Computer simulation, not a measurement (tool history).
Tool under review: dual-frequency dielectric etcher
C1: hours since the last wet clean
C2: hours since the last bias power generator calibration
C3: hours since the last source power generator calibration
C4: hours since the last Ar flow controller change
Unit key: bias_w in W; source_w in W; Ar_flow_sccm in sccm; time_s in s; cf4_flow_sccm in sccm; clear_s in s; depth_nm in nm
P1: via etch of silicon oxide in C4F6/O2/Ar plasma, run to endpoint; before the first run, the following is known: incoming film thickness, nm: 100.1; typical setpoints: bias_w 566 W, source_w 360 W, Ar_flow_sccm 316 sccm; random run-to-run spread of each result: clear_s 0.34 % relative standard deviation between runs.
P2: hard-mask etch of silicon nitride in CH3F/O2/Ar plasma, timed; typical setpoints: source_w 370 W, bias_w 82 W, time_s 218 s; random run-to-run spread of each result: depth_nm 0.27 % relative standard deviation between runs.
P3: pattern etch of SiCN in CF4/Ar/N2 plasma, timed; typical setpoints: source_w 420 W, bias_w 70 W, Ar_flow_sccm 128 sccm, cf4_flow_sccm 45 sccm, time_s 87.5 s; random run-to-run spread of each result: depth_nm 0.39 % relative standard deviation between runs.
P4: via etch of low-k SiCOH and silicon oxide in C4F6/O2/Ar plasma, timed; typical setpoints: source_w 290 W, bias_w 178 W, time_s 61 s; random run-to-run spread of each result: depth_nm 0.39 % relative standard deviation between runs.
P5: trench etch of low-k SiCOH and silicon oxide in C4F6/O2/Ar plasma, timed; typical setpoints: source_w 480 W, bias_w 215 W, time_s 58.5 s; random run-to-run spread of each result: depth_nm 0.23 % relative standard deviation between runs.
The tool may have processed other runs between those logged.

{"run": 1, "hour": 11.1, "process": "P1", "bias_w": 566, "source_w": 360, "Ar_flow_sccm": 316, "C1": 145.5, "C2": 1278.6, "C3": 875.3, "C4": 521, "clear_s": 22.523}
{"run": 2, "hour": 23.9, "process": "P5", "bias_w": 215, "source_w": 480, "time_s": 58.5, "C1": 158.3, "C2": 1291.4, "C3": 888.1, "C4": 533.8, "depth_nm": 216.39}
{"run": 3, "hour": 34.1, "process": "P1", "bias_w": 399, "source_w": 360, "Ar_flow_sccm": 316, "C1": 168.5, "C2": 1301.6, "C3": 898.3, "C4": 544, "clear_s": 25.604}
{"run": 4, "hour": 44.0, "process": "P4", "bias_w": 178, "source_w": 290, "time_s": 90, "C1": 178.4, "C2": 1311.5, "C3": 908.2, "C4": 553.9, "depth_nm": 206.18}
{"run": 5, "hour": 53.3, "process": "P3", "bias_w": 98, "source_w": 420, "Ar_flow_sccm": 128, "time_s": 87.5, "cf4_flow_sccm": 45, "C1": 187.7, "C2": 1320.8, "C3": 917.5, "C4": 563.2, "depth_nm": 73.719}
{"run": 6, "hour": 61.8, "process": "P1", "bias_w": 566, "source_w": 360, "Ar_flow_sccm": 207, "C1": 196.2, "C2": 1329.3, "C3": 926, "C4": 571.7, "clear_s": 21.493}
{"run": 7, "hour": 72.9, "process": "P5", "bias_w": 215, "source_w": 480, "time_s": 58.5, "C1": 207.3, "C2": 1340.4, "C3": 937.1, "C4": 582.8, "depth_nm": 215.78}
{"run": 8, "hour": 79.5, "process": "P1", "bias_w": 566, "source_w": 360, "Ar_flow_sccm": 316, "C1": 213.9, "C2": 1347, "C3": 943.7, "C4": 589.4, "clear_s": 22.576}
{"run": 9, "hour": 87.8, "process": "P3", "bias_w": 70, "source_w": 280, "Ar_flow_sccm": 128, "time_s": 87.5, "cf4_flow_sccm": 45, "C1": 222.2, "C2": 1355.3, "C3": 952, "C4": 597.7, "depth_nm": 45.887}
{"run": 10, "hour": 94.7, "process": "P3", "bias_w": 70, "source_w": 420, "Ar_flow_sccm": 128, "time_s": 51, "cf4_flow_sccm": 45, "C1": 229.1, "C2": 1362.2, "C3": 958.9, "C4": 604.6, "depth_nm": 37.89}
{"run": 11, "hour": 108.0, "process": "P3", "bias_w": 70, "source_w": 420, "Ar_flow_sccm": 99, "time_s": 87.5, "cf4_flow_sccm": 45, "C1": 242.4, "C2": 1375.5, "C3": 972.2, "C4": 617.9, "depth_nm": 67.212}
{"run": 12, "hour": 116.9, "process": "P3", "bias_w": 70, "source_w": 420, "Ar_flow_sccm": 128, "time_s": 87.5, "cf4_flow_sccm": 63, "C1": 251.3, "C2": 1384.4, "C3": 981.1, "C4": 626.8, "depth_nm": 68.733}
{"run": 13, "hour": 127.8, "process": "P4", "bias_w": 178, "source_w": 190, "time_s": 61, "C1": 262.2, "C2": 1395.3, "C3": 992, "C4": 637.7, "depth_nm": 119.37}
{"run": 14, "hour": 136.3, "process": "P2", "bias_w": 82, "source_w": 370, "time_s": 218, "C1": 270.7, "C2": 1403.8, "C3": 1000.5, "C4": 646.2, "depth_nm": 153.53}
{"run": 15, "hour": 143.8, "process": "P2", "bias_w": 82, "source_w": 370, "time_s": 218, "C1": 278.2, "C2": 1411.3, "C3": 1008, "C4": 653.7, "depth_nm": 153.87}
{"run": 16, "hour": 154.2, "process": "P1", "bias_w": 566, "source_w": 270, "Ar_flow_sccm": 316, "C1": 288.6, "C2": 1421.7, "C3": 1018.4, "C4": 664.1, "clear_s": 24.817}
{"run": 17, "hour": 163.7, "process": "P5", "bias_w": 215, "source_w": 300, "time_s": 58.5, "C1": 298.1, "C2": 1431.2, "C3": 1027.9, "C4": 673.6, "depth_nm": 179.47}
{"run": 18, "hour": 169.7, "process": "P3", "bias_w": 70, "source_w": 420, "Ar_flow_sccm": 128, "time_s": 87.5, "cf4_flow_sccm": 45, "C1": 304.1, "C2": 1437.2, "C3": 1033.9, "C4": 679.6, "depth_nm": 65.053}
{"run": 19, "hour": 179.1, "process": "P4", "bias_w": 178, "source_w": 290, "time_s": 61, "C1": 313.5, "C2": 1446.6, "C3": 1043.3, "C4": 689, "depth_nm": 140.46}
{"run": 20, "hour": 187.5, "process": "P2", "bias_w": 82, "source_w": 370, "time_s": 128, "C1": 321.9, "C2": 1455, "C3": 1051.7, "C4": 697.4, "depth_nm": 90.131}
{"run": 21, "hour": 197.8, "process": "P1", "bias_w": 802, "source_w": 360, "Ar_flow_sccm": 316, "C1": 332.2, "C2": 1465.3, "C3": 1062, "C4": 707.7, "clear_s": 19.601}
{"run": 22, "hour": 206.4, "process": "P1", "bias_w": 566, "source_w": 230, "Ar_flow_sccm": 400, "C1": 340.8, "C2": 1473.9, "C3": 1070.6, "C4": 716.3, "clear_s": 26.993}
{"run": 23, "hour": 215.3, "process": "P3", "bias_w": 70, "source_w": 420, "Ar_flow_sccm": 128, "time_s": 87.5, "cf4_flow_sccm": 45, "C1": 349.7, "C2": 1482.8, "C3": 1079.5, "C4": 725.2, "depth_nm": 64.978}
{"run": 24, "hour": 227.9, "process": "P2", "bias_w": 82, "source_w": 220, "time_s": 218, "C1": 362.3, "C2": 1495.4, "C3": 1092.1, "C4": 737.8, "depth_nm": 127.18}
{"run": 25, "hour": 238.1, "process": "P1", "bias_w": 566, "source_w": 470, "Ar_flow_sccm": 316, "C1": 372.5, "C2": 1505.6, "C3": 1102.3, "C4": 748, "clear_s": 20.332}
{"run": 26, "hour": 247.4, "process": "P2", "bias_w": 63, "source_w": 370, "time_s": 218, "C1": 381.8, "C2": 1514.9, "C3": 1111.6, "C4": 757.3, "depth_nm": 139.43}
{"run": 27, "hour": 258.2, "process": "P1", "bias_w": 566, "source_w": 360, "Ar_flow_sccm": 316, "C1": 392.6, "C2": 1525.7, "C3": 1122.4, "C4": 768.1, "clear_s": 22.437}
{"run": 28, "hour": 267.7, "process": "P5", "bias_w": 302, "source_w": 480, "time_s": 58.5, "C1": 402.1, "C2": 1535.2, "C3": 1131.9, "C4": 777.6, "depth_nm": 242.55}
{"run": 29, "hour": 275.4, "process": "P1", "bias_w": 566, "source_w": 360, "Ar_flow_sccm": 316, "C1": 409.8, "C2": 1542.9, "C3": 1139.6, "C4": 785.3, "clear_s": 22.496}
{"run": 30, "hour": 285.0, "process": "P4", "bias_w": 134, "source_w": 290, "time_s": 61, "C1": 419.4, "C2": 1552.5, "C3": 1149.2, "C4": 794.9, "depth_nm": 127.9}
{"run": 31, "hour": 296.8, "process": "P5", "bias_w": 215, "source_w": 480, "time_s": 40.5, "C1": 431.2, "C2": 1564.3, "C3": 1161, "C4": 806.7, "depth_nm": 149.79}
{"run": 32, "hour": 304.4, "process": "P1", "bias_w": 566, "source_w": 360, "Ar_flow_sccm": 441, "C1": 438.8, "C2": 1571.9, "C3": 1168.6, "C4": 814.3, "clear_s": 23.265}
{"run": 33, "hour": 316.2, "process": "P1", "bias_w": 566, "source_w": 360, "Ar_flow_sccm": 316, "C1": 450.6, "C2": 1583.7, "C3": 1180.4, "C4": 826.1, "clear_s": 22.499}
{"run": 34, "hour": 326.0, "process": "P1", "bias_w": 566, "source_w": 360, "Ar_flow_sccm": 316, "C1": 460.4, "C2": 1593.5, "C3": 1190.2, "C4": 835.9, "clear_s": 22.438}
{"run": 35, "hour": 336.2, "process": "P1", "bias_w": 566, "source_w": 360, "Ar_flow_sccm": 316, "C1": 470.6, "C2": 1603.7, "C3": 1200.4, "C4": 846.1, "clear_s": 22.339}
{"run": 36, "hour": 348.6, "process": "P1", "bias_w": 566, "source_w": 360, "Ar_flow_sccm": 316, "C1": 483, "C2": 1616.1, "C3": 1212.8, "C4": 858.5, "clear_s": 22.166}
{"run": 37, "hour": 355.6, "process": "P1", "bias_w": 566, "source_w": 360, "Ar_flow_sccm": 316, "C1": 490, "C2": 1623.1, "C3": 1219.8, "C4": 865.5, "clear_s": 22.134}
{"run": 38, "hour": 368.4, "process": "P1", "bias_w": 566, "source_w": 360, "Ar_flow_sccm": 316, "C1": 502.8, "C2": 1635.9, "C3": 1232.6, "C4": 878.3, "clear_s": 22.07}
{"run": 39, "hour": 375.1, "process": "P1", "bias_w": 566, "source_w": 360, "Ar_flow_sccm": 316, "C1": 509.5, "C2": 1642.6, "C3": 1239.3, "C4": 885, "clear_s": 22.111}
{"hour": 377.4, "done": "wet clean of the chamber"}
{"hour": 385.3, "done": "Ar flow controller replaced"}
{"run": 40, "hour": 388.1, "process": "P1", "bias_w": 566, "source_w": 360, "Ar_flow_sccm": 316, "C1": 10.8, "C2": 1655.6, "C3": 1252.3, "C4": 2.8, "clear_s": 22.159}
{"run": 41, "hour": 393.9, "process": "P1", "bias_w": 566, "source_w": 360, "Ar_flow_sccm": 316, "C1": 16.6, "C2": 1661.4, "C3": 1258.1, "C4": 8.6, "clear_s": 21.984}
{"run": 42, "hour": 403.1, "process": "P1", "bias_w": 566, "source_w": 360, "Ar_flow_sccm": 316, "C1": 25.8, "C2": 1670.6, "C3": 1267.3, "C4": 17.8, "clear_s": 21.992}
{"run": 43, "hour": 415.7, "process": "P1", "bias_w": 566, "source_w": 360, "Ar_flow_sccm": 316, "C1": 38.4, "C2": 1683.2, "C3": 1279.9, "C4": 30.4, "clear_s": 22.022}
{"run": 44, "hour": 423.5, "process": "P1", "bias_w": 566, "source_w": 360, "Ar_flow_sccm": 316, "C1": 46.2, "C2": 1691, "C3": 1287.7, "C4": 38.2, "clear_s": 22.114}

Compared with where it was, what P1 gives has crept away. Each cause listed below fits the log as well as the rest, at the size given for it:
A: source power that arrives over what is set, % = 4.76
B: bias power that arrives over what is set, % = 4.54
The drift started at roughly hour 326.
Ruled out, with reasons:
chamber walls in a state that raises the etch rate, %: was serviced at hour 377.4, once the creep was under way, yet the earlier output never came back
Ar flow that arrives under what is set, %: was serviced at hour 385.3, once the creep was under way, yet the earlier output never came back

The list below offers 4 check runs, each averaging the results of 2 wafers, and shows each result as a question mark. For which of them would the listed causes give clearly different results?
{"run": "check 1", "hour": 431.3, "process": "P3", "bias_w": 70, "source_w": 420, "Ar_flow_sccm": 128, "time_s": 60.5, "cf4_flow_sccm": 45, "depth_nm": "?"}
{"run": "check 2", "hour": 431.3, "process": "P2", "bias_w": 65, "source_w": 230, "time_s": 218, "depth_nm": "?"}
{"run": "check 3", "hour": 431.3, "process": "P5", "bias_w": 215, "source_w": 310, "time_s": 58.5, "depth_nm": "?"}
{"run": "check 4", "hour": 431.3, "process": "P4", "bias_w": 178, "source_w": 250, "time_s": 61, "depth_nm": "?"}

If the cause were each of the candidates in turn, the checks would give the following:
check=check_1 result=depth_nm if_A=46.622 if_B=45.565
check=check_2 result=depth_nm if_A=120.58 if_B=120.35
check=check_3 result=depth_nm if_A=185.96 if_B=185.41
check=check_4 result=depth_nm if_A=134.55 if_B=134.1
How far apart the two closest causes lie, in the result that separates them most: check 1 2.3 %; check 2 0.19 %; check 3 0.3 %; check 4 0.34 %
Check 1 is the one run that separates the causes; every other check would come out nearly the same whichever cause is at work.

After running check 1, the following was obtained: depth_nm 46.446 nm. Which cause does this point to?

A is the cause: source power that arrives over what is set, %.
